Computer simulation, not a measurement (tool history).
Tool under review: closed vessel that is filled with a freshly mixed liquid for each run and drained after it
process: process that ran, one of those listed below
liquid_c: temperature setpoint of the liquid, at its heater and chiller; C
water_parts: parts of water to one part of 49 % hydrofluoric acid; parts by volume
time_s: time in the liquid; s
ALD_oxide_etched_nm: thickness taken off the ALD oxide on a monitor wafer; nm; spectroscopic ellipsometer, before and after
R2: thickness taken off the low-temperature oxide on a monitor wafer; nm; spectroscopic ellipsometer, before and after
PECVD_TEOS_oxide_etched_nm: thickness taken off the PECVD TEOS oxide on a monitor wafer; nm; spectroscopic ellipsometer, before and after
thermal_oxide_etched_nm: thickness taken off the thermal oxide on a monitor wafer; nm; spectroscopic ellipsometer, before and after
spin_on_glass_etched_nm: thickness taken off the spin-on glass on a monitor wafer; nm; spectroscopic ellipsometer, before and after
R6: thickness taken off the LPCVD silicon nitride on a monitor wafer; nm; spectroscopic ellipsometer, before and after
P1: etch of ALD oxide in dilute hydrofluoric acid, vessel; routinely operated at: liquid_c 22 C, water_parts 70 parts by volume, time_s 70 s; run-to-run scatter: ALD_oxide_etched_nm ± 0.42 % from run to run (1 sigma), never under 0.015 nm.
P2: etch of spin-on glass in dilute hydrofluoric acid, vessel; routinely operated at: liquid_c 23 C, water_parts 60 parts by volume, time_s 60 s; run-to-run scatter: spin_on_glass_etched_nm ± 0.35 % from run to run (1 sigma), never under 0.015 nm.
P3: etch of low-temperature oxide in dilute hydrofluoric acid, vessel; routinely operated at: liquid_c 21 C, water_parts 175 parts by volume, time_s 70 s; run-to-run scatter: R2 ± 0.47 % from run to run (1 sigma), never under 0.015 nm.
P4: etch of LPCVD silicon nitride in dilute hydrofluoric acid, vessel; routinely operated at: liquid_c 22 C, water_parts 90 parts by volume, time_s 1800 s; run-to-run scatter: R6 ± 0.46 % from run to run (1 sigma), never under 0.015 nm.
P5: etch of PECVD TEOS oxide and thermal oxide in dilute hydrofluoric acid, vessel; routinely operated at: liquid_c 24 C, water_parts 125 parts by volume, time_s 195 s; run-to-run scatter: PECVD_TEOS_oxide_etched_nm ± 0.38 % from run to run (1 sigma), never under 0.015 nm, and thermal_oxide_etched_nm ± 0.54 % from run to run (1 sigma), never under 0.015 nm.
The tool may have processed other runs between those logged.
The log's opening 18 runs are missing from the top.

{"run": 19, "hour": 239.1, "process": "P4", "liquid_c": 22, "water_parts": 90, "time_s": 1800, "R6": 7.3404}
{"hour": 246.5, "done": "thermometer replaced"}
{"run": 20, "hour": 249.4, "process": "P2", "liquid_c": 23, "water_parts": 60, "time_s": 100, "spin_on_glass_etched_nm": 96.084}
{"run": 21, "hour": 260.6, "process": "P1", "liquid_c": 25.5, "water_parts": 70, "time_s": 130, "ALD_oxide_etched_nm": 25.653}
{"run": 22, "hour": 273.4, "process": "P1", "liquid_c": 22, "water_parts": 70, "time_s": 70, "ALD_oxide_etched_nm": 12.066}
{"run": 23, "hour": 286.2, "process": "P2", "liquid_c": 23, "water_parts": 60, "time_s": 60, "spin_on_glass_etched_nm": 57.69}
{"run": 24, "hour": 299.5, "process": "P1", "liquid_c": 17, "water_parts": 70, "time_s": 70, "ALD_oxide_etched_nm": 9.7269}
{"run": 25, "hour": 307.2, "process": "P4", "liquid_c": 22, "water_parts": 145, "time_s": 1800, "R6": 4.5735}
{"run": 26, "hour": 316.7, "process": "P3", "liquid_c": 17.5, "water_parts": 175, "time_s": 70, "R2": 8.935}
{"run": 27, "hour": 331.2, "process": "P5", "liquid_c": 24, "water_parts": 45, "time_s": 195, "PECVD_TEOS_oxide_etched_nm": 60.112, "thermal_oxide_etched_nm": 21.843}
{"run": 28, "hour": 345.7, "process": "P1", "liquid_c": 22, "water_parts": 70, "time_s": 70, "ALD_oxide_etched_nm": 12.06}
{"run": 29, "hour": 355.1, "process": "P1", "liquid_c": 22, "water_parts": 70, "time_s": 70, "ALD_oxide_etched_nm": 11.968}
{"run": 30, "hour": 363.7, "process": "P1", "liquid_c": 17, "water_parts": 40, "time_s": 70, "ALD_oxide_etched_nm": 17.534}
{"run": 31, "hour": 377.3, "process": "P3", "liquid_c": 21, "water_parts": 175, "time_s": 70, "R2": 10.299}
{"run": 32, "hour": 388.8, "process": "P1", "liquid_c": 28.5, "water_parts": 70, "time_s": 70, "ALD_oxide_etched_nm": 15.598}
{"run": 33, "hour": 400.7, "process": "P1", "liquid_c": 22, "water_parts": 70, "time_s": 70, "ALD_oxide_etched_nm": 11.992}
{"run": 34, "hour": 411.0, "process": "P1", "liquid_c": 22, "water_parts": 70, "time_s": 70, "ALD_oxide_etched_nm": 11.82}
{"run": 35, "hour": 426.9, "process": "P1", "liquid_c": 22, "water_parts": 70, "time_s": 70, "ALD_oxide_etched_nm": 11.538}

Estimate the outcome of run 36 from the log above:
{"run": 36, "hour": 439.6, "process": "P1", "liquid_c": 22, "water_parts": 70, "time_s": 70, "ALD_oxide_etched_nm": "?"}

For run 36 the tool returned ALD_oxide_etched_nm 11.482 nm.
